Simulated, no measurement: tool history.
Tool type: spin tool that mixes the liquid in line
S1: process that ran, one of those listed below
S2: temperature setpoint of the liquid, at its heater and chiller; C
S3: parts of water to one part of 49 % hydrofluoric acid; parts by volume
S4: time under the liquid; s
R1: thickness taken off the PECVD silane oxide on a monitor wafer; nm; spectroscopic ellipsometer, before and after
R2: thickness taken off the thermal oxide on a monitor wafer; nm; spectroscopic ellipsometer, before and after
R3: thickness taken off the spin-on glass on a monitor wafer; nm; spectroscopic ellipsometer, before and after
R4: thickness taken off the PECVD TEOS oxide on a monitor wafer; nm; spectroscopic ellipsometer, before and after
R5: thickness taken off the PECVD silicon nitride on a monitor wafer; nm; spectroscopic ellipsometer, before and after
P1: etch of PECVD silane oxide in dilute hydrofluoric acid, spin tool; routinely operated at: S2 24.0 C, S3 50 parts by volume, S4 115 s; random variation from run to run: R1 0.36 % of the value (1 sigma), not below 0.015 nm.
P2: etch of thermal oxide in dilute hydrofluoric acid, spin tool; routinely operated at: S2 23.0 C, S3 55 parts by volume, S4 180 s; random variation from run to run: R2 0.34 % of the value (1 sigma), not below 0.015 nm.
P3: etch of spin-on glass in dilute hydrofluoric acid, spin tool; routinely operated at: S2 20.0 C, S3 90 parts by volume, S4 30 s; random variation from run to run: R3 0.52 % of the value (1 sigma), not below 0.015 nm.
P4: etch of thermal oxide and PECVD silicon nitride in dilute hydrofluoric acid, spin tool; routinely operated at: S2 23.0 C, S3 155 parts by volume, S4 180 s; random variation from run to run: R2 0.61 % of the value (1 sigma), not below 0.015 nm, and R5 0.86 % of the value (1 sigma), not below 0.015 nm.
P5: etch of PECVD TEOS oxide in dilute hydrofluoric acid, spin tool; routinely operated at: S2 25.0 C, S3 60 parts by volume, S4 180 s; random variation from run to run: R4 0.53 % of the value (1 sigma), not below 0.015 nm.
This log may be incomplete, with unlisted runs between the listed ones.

run 1 hour=5.9 | S1=P1 S2=24.0 S3=50 S4=115 | R1=43.911
run 2 hour=15.5 | S1=P2 S2=23.0 S3=55 S4=180 | R2=16.0310
run 3 hour=27.0 | S1=P1 S2=19.0 S3=50 S4=115 | R1=35.561
run 4 hour=33.0 | S1=P2 S2=17.0 S3=55 S4=180 | R2=12.4840
run 5 hour=40.9 | S1=P3 S2=20.0 S3=135 S4=30 | R3=11.194
run 6 hour=51.9 | S1=P2 S2=23.0 S3=55 S4=180 | R2=16.1470
run 7 hour=63.4 | S1=P5 S2=25.0 S3=60 S4=180 | R4=30.637
run 8 hour=72.0 | S1=P3 S2=17.0 S3=90 S4=30 | R3=15.469
run 9 hour=79.1 | S1=P3 S2=20.0 S3=90 S4=30 | R3=17.823
run 10 hour=89.6 | S1=P1 S2=24.0 S3=50 S4=225 | R1=85.790
run 11 hour=98.2 | S1=P3 S2=20.0 S3=90 S4=30 | R3=17.792
run 12 hour=108.9 | S1=P4 S2=23.0 S3=155 S4=180 | R2=5.0491 R5=2.3640
run 13 hour=115.9 | S1=P1 S2=24.0 S3=50 S4=115 | R1=43.673
-- hour=122.7 thermometer replaced
run 14 hour=123.8 | S1=P1 S2=24.0 S3=70 S4=170 | R1=45.189
run 15 hour=136.5 | S1=P5 S2=25.0 S3=60 S4=180 | R4=30.706
run 16 hour=148.4 | S1=P5 S2=25.0 S3=85 S4=180 | R4=20.806
run 17 hour=156.7 | S1=P4 S2=26.5 S3=155 S4=180 | R2=5.7969 R5=2.9844
run 18 hour=165.9 | S1=P2 S2=23.0 S3=55 S4=25 | R2=2.2252
run 19 hour=172.6 | S1=P1 S2=24.0 S3=20 S4=115 | R1=115.000
run 20 hour=181.7 | S1=P1 S2=24.0 S3=50 S4=115 | R1=43.715
run 21 hour=191.6 | S1=P5 S2=17.0 S3=60 S4=180 | R4=21.820
run 22 hour=199.1 | S1=P1 S2=24.0 S3=90 S4=115 | R1=23.104
run 23 hour=211.1 | S1=P1 S2=24.0 S3=50 S4=35 | R1=13.343
run 24 hour=222.6 | S1=P1 S2=28.0 S3=20 S4=115 | R1=134.130
run 25 hour=229.3 | S1=P4 S2=23.0 S3=155 S4=360 | R2=10.0970 R5=4.8058
run 26 hour=241.7 | S1=P3 S2=20.0 S3=90 S4=60 | R3=35.373
run 27 hour=247.8 | S1=P1 S2=28.5 S3=75 S4=115 | R1=33.960
run 28 hour=260.0 | S1=P5 S2=25.0 S3=60 S4=340 | R4=57.714
run 29 hour=265.8 | S1=P4 S2=23.0 S3=60 S4=180 | R2=14.6200 R5=6.0747
run 30 hour=275.7 | S1=P1 S2=24.0 S3=50 S4=115 | R1=43.819
run 31 hour=286.2 | S1=P1 S2=32.0 S3=50 S4=115 | R1=60.299
run 32 hour=296.8 | S1=P1 S2=24.0 S3=50 S4=115 | R1=44.081
run 33 hour=307.4 | S1=P2 S2=23.0 S3=20 S4=180 | R2=46.5510
run 34 hour=315.0 | S1=P1 S2=24.0 S3=50 S4=115 | R1=43.912
run 35 hour=323.2 | S1=P1 S2=24.0 S3=50 S4=115 | R1=42.870
run 36 hour=336.1 | S1=P1 S2=24.0 S3=50 S4=115 | R1=41.544
run 37 hour=346.4 | S1=P1 S2=24.0 S3=50 S4=115 | R1=41.097
run 38 hour=359.6 | S1=P1 S2=24.0 S3=50 S4=115 | R1=40.616
run 39 hour=367.5 | S1=P1 S2=24.0 S3=50 S4=115 | R1=40.513
run 40 hour=377.7 | S1=P1 S2=24.0 S3=50 S4=115 | R1=40.080
run 41 hour=388.4 | S1=P1 S2=24.0 S3=50 S4=115 | R1=40.534
run 42 hour=397.8 | S1=P1 S2=24.0 S3=50 S4=115 | R1=40.033
run 43 hour=405.4 | S1=P1 S2=24.0 S3=50 S4=115 | R1=40.471

The log shows P1 creeping away from where it was. Any of the 2 causes listed here, at the size stated for it, fits the log just as well as the others:
A: hydrofluoric acid flow below the setpoint (%) = 7.67
B: liquid colder than its thermometer reads (K) = 2.06
Onset of the creep was near hour 315.0.

You are offered 4 check runs, listed below with question marks in place of their results; each one averages 2 wafers. Which run separates the listed causes by giving clearly different results for each?
run check 1 hour=413.0 | S1=P5 S2=20.0 S3=60 S4=255 | R4=?
run check 2 hour=413.0 | S1=P3 S2=20.0 S3=120 S4=40 | R3=?
run check 3 hour=413.0 | S1=P2 S2=17.5 S3=55 S4=180 | R2=?
run check 4 hour=413.0 | S1=P4 S2=23.0 S3=155 S4=350 | R2=? R5=?

Predicted outcomes, by check and by cause:
check=check_1 result=R4 if_A=32.367 if_B=32.302
check=check_2 result=R3 if_A=15.617 if_B=15.714
check=check_3 result=R2 if_A=11.7180 if_B=11.6630
check=check_4 result=R2 if_A=8.9059 if_B=9.0304
check=check_4 result=R5 if_A=4.3060 if_B=4.0701
How far apart the two closest causes lie, in the result that separates them most: check 1 0.2 %; check 2 0.62 %; check 3 0.47 %; check 4 5.64 %
Check 4 distinguishes between the causes, while the remaining checks would return nearly the same result for all of them.

The results of check 4 are: R2 9.0011 nm; R5 4.0604 nm. Based on these, which of the listed causes is it?

The correct cause is B, namely: liquid colder than its thermometer reads (K).
